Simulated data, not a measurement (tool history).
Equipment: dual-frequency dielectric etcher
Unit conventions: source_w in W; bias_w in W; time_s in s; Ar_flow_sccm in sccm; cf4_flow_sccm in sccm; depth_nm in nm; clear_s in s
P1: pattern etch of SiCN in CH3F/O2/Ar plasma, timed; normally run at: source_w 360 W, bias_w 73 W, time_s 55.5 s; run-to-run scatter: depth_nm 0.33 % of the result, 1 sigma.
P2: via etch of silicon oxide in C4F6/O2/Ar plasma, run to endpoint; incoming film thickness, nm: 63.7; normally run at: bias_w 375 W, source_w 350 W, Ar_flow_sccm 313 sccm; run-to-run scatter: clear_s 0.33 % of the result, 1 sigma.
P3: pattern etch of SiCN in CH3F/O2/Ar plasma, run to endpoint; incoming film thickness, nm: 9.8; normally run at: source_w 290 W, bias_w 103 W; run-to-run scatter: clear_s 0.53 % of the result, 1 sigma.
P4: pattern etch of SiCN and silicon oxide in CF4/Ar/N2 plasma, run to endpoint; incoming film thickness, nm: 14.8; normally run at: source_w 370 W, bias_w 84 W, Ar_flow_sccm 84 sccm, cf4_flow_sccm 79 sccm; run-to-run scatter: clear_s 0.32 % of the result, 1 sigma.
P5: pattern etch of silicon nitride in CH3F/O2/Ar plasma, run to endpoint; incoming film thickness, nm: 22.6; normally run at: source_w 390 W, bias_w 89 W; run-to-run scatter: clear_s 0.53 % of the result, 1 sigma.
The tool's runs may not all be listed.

run	day	process	source_w	bias_w	time_s	Ar_flow_sccm	cf4_flow_sccm	hours since the last wet clean	hours since the last source power generator calibration	hours since the last bias power generator calibration	depth_nm	clear_s
1	0.146	P1	360	73	55.5			395.6	2501.9	1342	20.284	
2	0.338	P5	390	89				400.2	2506.5	1346.6		30.566
3	0.521	P3	290	103				404.6	2510.9	1351		25.904
4	0.733	P1	360	58	55.5			409.7	2516	1356.1	18.704	
5	0.967	P1	360	73	40			415.3	2521.6	1361.7	14.692	
6	1.183	P1	490	54	55.5			420.5	2526.8	1366.9	20.588	
7	1.496	P1	360	73	55.5			428	2534.3	1374.4	20.374	
8	1.708	P4	370	84		84	49	433.1	2539.4	1379.5		19.413
9	1.912	P2	200	375		313		438	2544.3	1384.4		20.164
10	2.117	P1	360	73	55.5			442.9	2549.2	1389.3	20.331	
11	2.312	P5	540	89				447.6	2553.9	1394		27.167
12	2.588	P1	360	73	55.5			454.2	2560.5	1400.6	20.315	
13	2.871	P1	440	96	55.5			461	2567.3	1407.4	24.199	
14	3.088	P1	360	73	55.5			466.2	2572.5	1412.6	20.293	
15	3.333	P1	280	73	55.5			472.1	2578.4	1418.5	18.495	
16	3.533	P1	360	73	77.5			476.9	2583.2	1423.3	28.21	
# day 3.562: source power generator calibrated
17	3.771	P3	290	63				482.6	5	1429		31.116
18	3.933	P5	390	89				486.5	8.9	1432.9		30.389
19	4.096	P2	350	375		313		490.4	12.8	1436.8		16.201
20	4.312	P1	360	94	55.5			495.6	18	1442	22.29	
21	4.479	P2	350	375		313		499.6	22	1446		16.347
22	4.725	P1	360	90	68.5			505.5	27.9	1451.9	26.957	
23	5.017	P4	370	84		84	79	512.5	34.9	1458.9		18.257
24	5.25	P4	370	84		109	79	518.1	40.5	1464.5		18.852
25	5.521	P1	490	73	55.5			524.6	47	1471	22.618	
26	5.696	P2	350	286		313		528.8	51.2	1475.2		17.931
27	5.992	P3	350	103				535.9	58.3	1482.3		23.927
28	6.133	P2	350	375		183		539.3	61.7	1485.7		15.371
29	6.404	P4	370	52		84	79	545.8	68.2	1492.2		21.314
30	6.633	P4	250	84		84	79	551.3	73.7	1497.7		25.779
31	6.929	P5	390	65				558.4	80.8	1504.8		34.205
32	7.196	P1	360	73	55.5			564.8	87.2	1511.2	20.25	
33	7.375	P1	360	73	55.5			569.1	91.5	1515.5	20.246	
34	7.625	P1	360	73	55.5			575.1	97.5	1521.5	20.11	
35	7.808	P1	360	73	55.5			579.5	101.9	1525.9	20.111	
36	8.067	P1	360	73	55.5			585.7	108.1	1532.1	19.886	
# day 8.254: wet clean of the chamber
37	8.312	P1	360	73	55.5			1.4	114	1538	19.925	
38	8.562	P1	360	73	55.5			7.4	120	1544	19.937	
39	8.771	P1	360	73	55.5			12.4	125	1549	19.98	

Something has made what P1 gives creep away from where it was; the 2 causes below, each at its own stated size, fit the log equally well:
A: source power that arrives under what is set, % = 4.49
B: bias power that arrives under what is set, % = 4.73
The onset of the drift is placed at about day 7.196.
The rest of the possible causes, and what rules out each one:
chamber walls in a state that lowers the etch rate, %: serviced at day 8.254, after the drift had started, without restoring the earlier output

Of the 4 check runs listed below, each run on one wafer and each result written as a question mark, which would let you distinguish the listed causes because they would give clearly different results?
check 1	8.979	P4	310	84		84	79					?
check 2	8.979	P3	340	69								?
check 3	8.979	P2	350	288		231						?
check 4	8.979	P5	470	75								?

Predicted outcomes, by check and by cause:
check	result	if A	if B
check 1	clear_s	22.163	21.64
check 2	clear_s	28.85	28.846
check 3	clear_s	17.618	17.605
check 4	clear_s	30.845	30.815
Minimum pairwise separation of causes per check, each pair taken at its best-separating result: check 1 2.39 %; check 2 0.02 %; check 3 0.07 %; check 4 0.1 %
The causes can be told apart only by check 1. The other checks would give nearly the same results under each of them.

Check 1 has now been run. It gave: clear_s 21.641 s. Which of the candidate causes is it?

B is the cause: bias power that arrives under what is set, %.
